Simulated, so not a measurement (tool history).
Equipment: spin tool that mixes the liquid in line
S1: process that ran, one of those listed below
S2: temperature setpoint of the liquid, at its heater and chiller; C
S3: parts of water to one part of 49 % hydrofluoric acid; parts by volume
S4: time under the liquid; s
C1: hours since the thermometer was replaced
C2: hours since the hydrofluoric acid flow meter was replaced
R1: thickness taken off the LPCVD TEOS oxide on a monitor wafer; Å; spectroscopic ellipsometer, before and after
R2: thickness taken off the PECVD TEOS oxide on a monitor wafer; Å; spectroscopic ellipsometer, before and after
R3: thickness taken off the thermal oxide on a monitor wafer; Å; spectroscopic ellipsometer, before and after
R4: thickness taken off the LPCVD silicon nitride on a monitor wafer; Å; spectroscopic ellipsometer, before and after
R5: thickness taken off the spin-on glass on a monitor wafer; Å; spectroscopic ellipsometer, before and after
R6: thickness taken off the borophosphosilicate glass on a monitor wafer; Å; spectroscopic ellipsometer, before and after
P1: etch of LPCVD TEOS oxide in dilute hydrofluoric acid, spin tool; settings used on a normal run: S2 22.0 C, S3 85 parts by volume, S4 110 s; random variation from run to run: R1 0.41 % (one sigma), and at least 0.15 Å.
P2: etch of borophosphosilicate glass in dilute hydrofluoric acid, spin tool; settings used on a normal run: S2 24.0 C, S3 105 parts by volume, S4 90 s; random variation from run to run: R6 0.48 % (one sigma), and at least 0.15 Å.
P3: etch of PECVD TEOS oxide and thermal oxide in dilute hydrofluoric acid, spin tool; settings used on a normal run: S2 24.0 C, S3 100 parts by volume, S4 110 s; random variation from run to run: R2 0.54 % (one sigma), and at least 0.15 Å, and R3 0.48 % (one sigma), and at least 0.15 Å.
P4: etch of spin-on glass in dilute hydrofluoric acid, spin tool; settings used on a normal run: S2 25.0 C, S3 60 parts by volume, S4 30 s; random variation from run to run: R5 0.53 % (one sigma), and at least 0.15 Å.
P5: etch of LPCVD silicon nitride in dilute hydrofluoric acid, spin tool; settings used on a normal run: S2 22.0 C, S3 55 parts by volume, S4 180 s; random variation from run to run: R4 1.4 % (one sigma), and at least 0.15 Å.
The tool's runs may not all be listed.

run 1 day=0.396 | S1=P1 S2=22.0 S3=85 S4=110 | C1=424.8 C2=469.4 | R1=435.280
run 2 day=0.925 | S1=P3 S2=24.0 S3=100 S4=110 | C1=437.5 C2=482.1 | R2=183.510 R3=53.598
run 3 day=1.279 | S1=P5 S2=22.0 S3=55 S4=180 | C1=446.0 C2=490.6 | R4=14.476
run 4 day=1.733 | S1=P1 S2=27.5 S3=85 S4=110 | C1=456.9 C2=501.5 | R1=544.150
run 5 day=2.258 | S1=P5 S2=22.0 S3=20 S4=180 | C1=469.5 C2=514.1 | R4=38.107
run 6 day=2.588 | S1=P4 S2=29.0 S3=60 S4=30 | C1=477.4 C2=522.0 | R5=341.94
run 7 day=3.021 | S1=P1 S2=22.0 S3=135 S4=110 | C1=487.8 C2=532.4 | R1=259.310
run 8 day=3.488 | S1=P5 S2=17.5 S3=55 S4=180 | C1=499.0 C2=543.6 | R4=10.710
run 9 day=3.958 | S1=P2 S2=24.0 S3=105 S4=15 | C1=510.3 C2=554.9 | R6=54.119
run 10 day=4.392 | S1=P1 S2=22.0 S3=85 S4=110 | C1=520.7 C2=565.3 | R1=439.440
run 11 day=4.671 | S1=P1 S2=17.0 S3=85 S4=110 | C1=527.4 C2=572.0 | R1=354.300
run 12 day=5.046 | S1=P1 S2=22.0 S3=85 S4=190 | C1=536.4 C2=581.0 | R1=748.390
run 13 day=5.475 | S1=P3 S2=24.0 S3=185 S4=110 | C1=546.7 C2=591.3 | R2=90.428 R3=26.037
run 14 day=5.775 | S1=P3 S2=31.0 S3=100 S4=110 | C1=553.9 C2=598.5 | R2=240.990 R3=70.659
run 15 day=6.267 | S1=P5 S2=22.0 S3=55 S4=355 | C1=565.7 C2=610.3 | R4=27.816
run 16 day=6.754 | S1=P1 S2=22.0 S3=35 S4=110 | C1=577.4 C2=622.0 | R1=1128.400
run 17 day=7.071 | S1=P5 S2=22.0 S3=55 S4=180 | C1=585.0 C2=629.6 | R4=14.034
run 18 day=7.567 | S1=P1 S2=22.0 S3=145 S4=25 | C1=596.9 C2=641.5 | R1=54.495
-- day=7.642 hydrofluoric acid flow meter replaced
run 19 day=7.838 | S1=P2 S2=24.0 S3=105 S4=90 | C1=603.4 C2=4.7 | R6=324.480
run 20 day=8.296 | S1=P1 S2=22.0 S3=85 S4=110 | C1=614.4 C2=15.7 | R1=436.680
run 21 day=8.738 | S1=P1 S2=27.0 S3=85 S4=30 | C1=625.0 C2=26.3 | R1=145.840
run 22 day=9.267 | S1=P1 S2=22.0 S3=85 S4=110 | C1=637.7 C2=39.0 | R1=439.130
run 23 day=9.812 | S1=P4 S2=25.0 S3=60 S4=30 | C1=650.8 C2=52.1 | R5=293.03
run 24 day=10.067 | S1=P2 S2=24.0 S3=105 S4=90 | C1=656.9 C2=58.2 | R6=324.910
run 25 day=10.558 | S1=P2 S2=24.0 S3=30 S4=90 | C1=668.7 C2=70.0 | R6=1251.800
run 26 day=10.958 | S1=P1 S2=28.5 S3=85 S4=195 | C1=678.3 C2=79.6 | R1=996.460
run 27 day=11.392 | S1=P4 S2=25.0 S3=85 S4=30 | C1=688.7 C2=90.0 | R5=202.90
run 28 day=11.929 | S1=P4 S2=25.0 S3=60 S4=15 | C1=701.6 C2=102.9 | R5=147.99
run 29 day=12.358 | S1=P1 S2=22.0 S3=85 S4=15 | C1=711.9 C2=113.2 | R1=59.592
run 30 day=12.683 | S1=P2 S2=32.0 S3=105 S4=90 | C1=719.7 C2=121.0 | R6=441.010
run 31 day=13.121 | S1=P3 S2=24.0 S3=100 S4=165 | C1=730.2 C2=131.5 | R2=274.460 R3=81.997
run 32 day=13.583 | S1=P1 S2=22.0 S3=85 S4=110 | C1=741.3 C2=142.6 | R1=435.620
run 33 day=13.983 | S1=P1 S2=22.0 S3=85 S4=110 | C1=750.9 C2=152.2 | R1=449.770
run 34 day=14.421 | S1=P1 S2=22.0 S3=85 S4=110 | C1=761.4 C2=162.7 | R1=459.100
run 35 day=14.950 | S1=P1 S2=22.0 S3=85 S4=110 | C1=774.1 C2=175.4 | R1=465.270
run 36 day=15.496 | S1=P1 S2=22.0 S3=85 S4=110 | C1=787.2 C2=188.5 | R1=468.110
run 37 day=15.767 | S1=P1 S2=22.0 S3=85 S4=110 | C1=793.7 C2=195.0 | R1=464.200
run 38 day=16.188 | S1=P1 S2=22.0 S3=85 S4=110 | C1=803.8 C2=205.1 | R1=468.750
run 39 day=16.450 | S1=P1 S2=22.0 S3=85 S4=110 | C1=810.1 C2=211.4 | R1=466.540
run 40 day=16.888 | S1=P1 S2=22.0 S3=85 S4=110 | C1=820.6 C2=221.9 | R1=469.130
run 41 day=17.333 | S1=P1 S2=22.0 S3=85 S4=110 | C1=831.3 C2=232.6 | R1=470.300
run 42 day=17.588 | S1=P1 S2=22.0 S3=85 S4=110 | C1=837.4 C2=238.7 | R1=473.380

What P1 gives has crept off from where it sat before. The 2 causes that follow fit the log equally well, each at the size noted:
A: liquid hotter than its thermometer reads (K) = 1.87
B: hydrofluoric acid flow above the setpoint (%) = 7.1
The gradual shift began around day 13.583.

Consider the 4 check runs below, whose results appear as question marks and each of which averages 5 wafers. Which one distinguishes the causes, in that each cause would give it a clearly different result?
run check 1 day=17.842 | S1=P3 S2=24.0 S3=100 S4=110 | R2=? R3=?
run check 2 day=17.842 | S1=P2 S2=24.0 S3=105 S4=90 | R6=?
run check 3 day=17.842 | S1=P4 S2=25.0 S3=60 S4=30 | R5=?
run check 4 day=17.842 | S1=P5 S2=22.0 S3=55 S4=180 | R4=?

If the cause were each of the candidates in turn, the checks would give the following:
check=check_1 result=R2 if_A=198.050 if_B=198.710
check=check_1 result=R3 if_A=58.077 if_B=58.271
check=check_2 result=R6 if_A=350.060 if_B=351.430
check=check_3 result=R5 if_A=318.15 if_B=317.78
check=check_4 result=R4 if_A=16.331 if_B=15.383
Per check, the gap between the least separated pair of causes, taken in the result that splits them most: check 1 0.33 %; check 2 0.39 %; check 3 0.12 %; check 4 5.98 %
Only check 4 tells the causes apart: in the others they would give nearly the same result.

The results of check 4 are: R4 16.278 Å. Based on these, which of the listed causes is it?

A is the cause: liquid hotter than its thermometer reads (K).
